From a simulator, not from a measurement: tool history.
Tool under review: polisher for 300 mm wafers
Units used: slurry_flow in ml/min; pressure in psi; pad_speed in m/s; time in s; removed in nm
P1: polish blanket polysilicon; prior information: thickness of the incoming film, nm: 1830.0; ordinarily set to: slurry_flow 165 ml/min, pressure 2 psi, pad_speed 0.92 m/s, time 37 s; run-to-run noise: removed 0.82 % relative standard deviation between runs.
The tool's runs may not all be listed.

{"run": 1, "day": 0.479, "slurry_flow": 165, "pressure": 2, "pad_speed": 0.92, "time": 37, "removed": 202.15}
{"run": 2, "day": 0.896, "slurry_flow": 165, "pressure": 0.9, "pad_speed": 0.92, "time": 37, "removed": 88.195}
{"run": 3, "day": 1.158, "slurry_flow": 260, "pressure": 2, "pad_speed": 0.92, "time": 37, "removed": 212.33}
{"run": 4, "day": 1.567, "slurry_flow": 235, "pressure": 2, "pad_speed": 0.92, "time": 47, "removed": 265.81}
{"run": 5, "day": 1.85, "slurry_flow": 165, "pressure": 2, "pad_speed": 1.2, "time": 37, "removed": 261.66}
{"run": 6, "day": 2.096, "slurry_flow": 165, "pressure": 2, "pad_speed": 0.92, "time": 25, "removed": 135.27}
{"run": 7, "day": 2.396, "slurry_flow": 165, "pressure": 2, "pad_speed": 0.92, "time": 37, "removed": 199.66}
{"run": 8, "day": 2.808, "slurry_flow": 165, "pressure": 2, "pad_speed": 0.92, "time": 37, "removed": 198.86}
{"run": 9, "day": 3.162, "slurry_flow": 165, "pressure": 2, "pad_speed": 0.92, "time": 37, "removed": 197.96}
{"run": 10, "day": 3.496, "slurry_flow": 165, "pressure": 2, "pad_speed": 0.92, "time": 57, "removed": 309.6}
{"run": 11, "day": 3.846, "slurry_flow": 165, "pressure": 2, "pad_speed": 0.92, "time": 37, "removed": 199.4}
{"run": 12, "day": 4.15, "slurry_flow": 100, "pressure": 2, "pad_speed": 0.92, "time": 37, "removed": 182.52}
{"run": 13, "day": 4.488, "slurry_flow": 165, "pressure": 3, "pad_speed": 0.92, "time": 37, "removed": 299.79}
{"run": 14, "day": 4.846, "slurry_flow": 165, "pressure": 2, "pad_speed": 0.92, "time": 37, "removed": 197.14}
{"run": 15, "day": 5.292, "slurry_flow": 165, "pressure": 2, "pad_speed": 0.46, "time": 37, "removed": 98.46}
{"run": 16, "day": 5.721, "slurry_flow": 165, "pressure": 2, "pad_speed": 0.92, "time": 37, "removed": 200.83}
{"run": 17, "day": 5.979, "slurry_flow": 165, "pressure": 2, "pad_speed": 0.92, "time": 37, "removed": 196.62}
{"run": 18, "day": 6.508, "slurry_flow": 165, "pressure": 2, "pad_speed": 0.92, "time": 37, "removed": 193}
{"run": 19, "day": 6.867, "slurry_flow": 165, "pressure": 2, "pad_speed": 0.92, "time": 37, "removed": 190.39}
{"run": 20, "day": 7.217, "slurry_flow": 165, "pressure": 2, "pad_speed": 0.92, "time": 37, "removed": 189.42}
{"run": 21, "day": 7.604, "slurry_flow": 165, "pressure": 2, "pad_speed": 0.92, "time": 37, "removed": 191.68}
{"day": 7.858, "done": "head pressure recalibrated"}
{"run": 22, "day": 8.042, "slurry_flow": 165, "pressure": 2, "pad_speed": 0.92, "time": 37, "removed": 185.79}
{"run": 23, "day": 8.308, "slurry_flow": 165, "pressure": 2, "pad_speed": 0.92, "time": 37, "removed": 187.81}
{"run": 24, "day": 8.775, "slurry_flow": 165, "pressure": 2, "pad_speed": 0.92, "time": 37, "removed": 189.02}

Expected results for the next run?
{"run": 25, "day": 9.125, "slurry_flow": 165, "pressure": 2, "pad_speed": 0.92, "time": 37, "removed": "?"}

removed: 189.5 nm

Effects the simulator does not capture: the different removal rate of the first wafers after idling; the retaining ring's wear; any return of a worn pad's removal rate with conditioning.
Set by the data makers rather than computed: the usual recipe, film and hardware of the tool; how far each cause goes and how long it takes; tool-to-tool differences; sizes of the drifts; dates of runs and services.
